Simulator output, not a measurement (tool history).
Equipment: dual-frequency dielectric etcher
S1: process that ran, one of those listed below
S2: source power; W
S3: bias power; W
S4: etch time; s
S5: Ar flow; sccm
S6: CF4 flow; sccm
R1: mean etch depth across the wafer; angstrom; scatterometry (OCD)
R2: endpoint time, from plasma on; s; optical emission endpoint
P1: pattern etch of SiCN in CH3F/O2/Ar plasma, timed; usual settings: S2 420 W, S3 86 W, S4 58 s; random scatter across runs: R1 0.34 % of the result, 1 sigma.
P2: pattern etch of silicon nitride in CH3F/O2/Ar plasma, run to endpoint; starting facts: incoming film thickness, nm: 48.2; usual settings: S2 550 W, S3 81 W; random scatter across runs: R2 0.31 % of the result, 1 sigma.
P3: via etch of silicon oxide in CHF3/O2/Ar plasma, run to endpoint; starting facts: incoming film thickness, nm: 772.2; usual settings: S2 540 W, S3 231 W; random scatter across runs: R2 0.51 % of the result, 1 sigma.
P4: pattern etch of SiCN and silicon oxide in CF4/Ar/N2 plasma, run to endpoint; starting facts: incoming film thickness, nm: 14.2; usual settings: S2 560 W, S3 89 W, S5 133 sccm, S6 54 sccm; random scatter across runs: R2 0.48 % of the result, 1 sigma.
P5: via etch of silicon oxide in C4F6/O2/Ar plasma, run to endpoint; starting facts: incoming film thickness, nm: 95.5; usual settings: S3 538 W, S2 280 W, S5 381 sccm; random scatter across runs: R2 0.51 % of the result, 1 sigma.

run     day  S1   S2   S3    S4   S5  S6      R1      R2
  1   0.317  P1  420   86    58           238.74
  2   0.717  P5  280  757        381               20.86
  3   0.946  P1  420   86    58           240.52
  4     1.4  P3  540  231                         381.05
  5     1.8  P3  540  231                         383.98
  6   2.167  P1  420   67  71.5           269.74
  7   2.588  P2  340   81                         69.293
  8   2.829  P3  660  231                         357.11
  9   3.154  P1  420   86    58           239.35
 10   3.454  P4  560   89         86  54          13.015
 11   3.838  P5  280  538        276               23.07
 12   4.229  P1  420   86  43.5           179.35
 13   4.658  P1  420   86    58           239.83
 14   5.104  P2  550  108                          52.28
 15   5.429  P1  420  109    58           261.52
 16   5.704  P1  420   56    58           204.37
 17   6.167  P1  490  106    58           273.49
 18   6.492  P1  420   86    58           239.18
 19     6.9  P1  330   86    58           219.52
 20   7.271  P5  360  538        381              21.582
 21   7.592  P3  540  167                         423.66
 22   8.017  P1  420   86    83           341.57
 23   8.262  P1  530   86    58           262.61
 24   8.558  P2  550   81                         57.965
 25   8.825  P4  560  113        133  54           12.71
 26   9.192  P1  420   86    58           240.31
 27   9.588  P4  380   89        133  54          19.502
 28  10.042  P4  560   89        133  54           13.93
 29  10.371  P5  280  538        381                23.8
 30  10.812  P4  560   89        133  74          13.257
 31  11.079  P1  420   86    58           239.18
 32  11.529  P1  420   86    58           240.68
 33  11.975  P1  420   86    58            241.7
 34  12.217  P1  420   86    58           242.56
 35  12.642  P1  420   86    58           242.46
 36  12.871  P1  420   86    58           243.97
 37  13.092  P1  420   86    58           242.88
 38  13.508  P1  420   86    58           243.56
      13.65  -- wet clean of the chamber
 39    13.8  P1  420   86    58           244.04
 40  14.008  P1  420   86    58            243.1
 41  14.321  P1  420   86    58           243.11
 42  14.583  P1  420   86    58           244.91

The log shows P1 creeping away from where it was. Any of the 2 causes listed here, at the size stated for it, fits the log just as well as the others:
A: bias power that arrives over what is set, % = 4.81
B: source power that arrives over what is set, % = 4.74
The gradual shift began around day 11.079.
All other causes, with the reason each is excluded:
chamber walls in a state that raises the etch rate, %: serviced at day 13.65, after the drift had started, without restoring the earlier output

Which of the check runs below tells the causes apart, meaning the causes would give it clearly different results? Each run uses 2 wafers whose results are averaged, and each result is shown as a question mark.
check 1  14.846  P3  540  175                    ?
check 2  14.846  P5  280  668      381           ?
check 3  14.846  P2  350  105                    ?
check 4  14.846  P4  560   89       93  72       ?

Predicted outcomes, by check and by cause:
  check  result    if A    if B
check 1      R2  414.14  413.38
check 2      R2  21.456  21.494
check 3      R2  61.424  61.452
check 4      R2  12.408  12.105
How far apart the two closest causes lie, in the result that separates them most: check 1 0.18 %; check 2 0.18 %; check 3 0.05 %; check 4 2.47 %
Only check 4 tells the causes apart: in the others they would give nearly the same result.

Check 4 has now been run. It gave: R2 12.464 s. Which of the candidate causes is it?

Of the candidate causes, it is A: bias power that arrives over what is set, %.
